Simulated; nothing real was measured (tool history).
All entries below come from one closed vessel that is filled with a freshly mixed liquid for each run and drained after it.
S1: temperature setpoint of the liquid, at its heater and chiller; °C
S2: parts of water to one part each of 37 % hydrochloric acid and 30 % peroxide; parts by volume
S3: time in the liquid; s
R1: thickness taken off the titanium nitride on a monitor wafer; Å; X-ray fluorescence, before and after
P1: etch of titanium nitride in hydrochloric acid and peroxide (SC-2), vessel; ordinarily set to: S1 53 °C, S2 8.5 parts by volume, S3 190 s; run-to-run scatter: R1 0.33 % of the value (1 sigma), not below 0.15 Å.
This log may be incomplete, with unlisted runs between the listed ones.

| run | hour | S1 | S2 | S3 | R1 |
|---|---|---|---|---|---|
| 1 | 10.1 | 53 | 8.5 | 190 | 62.667 |
| 2 | 26.8 | 39.5 | 8.5 | 190 | 25.08 |
| 3 | 41.4 | 53 | 13 | 190 | 43.734 |
| 4 | 52.6 | 53 | 8.5 | 190 | 62.341 |
|  | 66.7 | chemicals flow meter replaced |
| 5 | 68.9 | 53 | 8.5 | 190 | 62.123 |
| 6 | 77.7 | 53 | 8.5 | 375 | 123.26 |
| 7 | 87 | 53 | 4 | 190 | 108.99 |
| 8 | 102.2 | 53 | 8.5 | 30 | 9.8682 |
| 9 | 111.4 | 53 | 8.5 | 190 | 62.196 |
| 10 | 119.6 | 68.5 | 8.5 | 190 | 163.92 |
| 11 | 131.1 | 61.5 | 8.5 | 85 | 47.918 |
| 12 | 145.8 | 60.5 | 5 | 190 | 152.05 |
| 13 | 160.5 | 53 | 8.5 | 190 | 62.48 |
| 14 | 170.5 | 53 | 8.5 | 190 | 64.109 |
| 15 | 180.1 | 53 | 8.5 | 190 | 65.199 |
| 16 | 192.4 | 53 | 8.5 | 190 | 65.576 |
| 17 | 207.2 | 53 | 8.5 | 190 | 66.259 |
| 18 | 222.8 | 53 | 8.5 | 190 | 67.404 |
| 19 | 236.7 | 53 | 8.5 | 190 | 67.287 |

For run 20, what comes out?
| 20 | 247.7 | 53 | 8.5 | 190 | ? |

{"run 20": {"R1": 67.629}}

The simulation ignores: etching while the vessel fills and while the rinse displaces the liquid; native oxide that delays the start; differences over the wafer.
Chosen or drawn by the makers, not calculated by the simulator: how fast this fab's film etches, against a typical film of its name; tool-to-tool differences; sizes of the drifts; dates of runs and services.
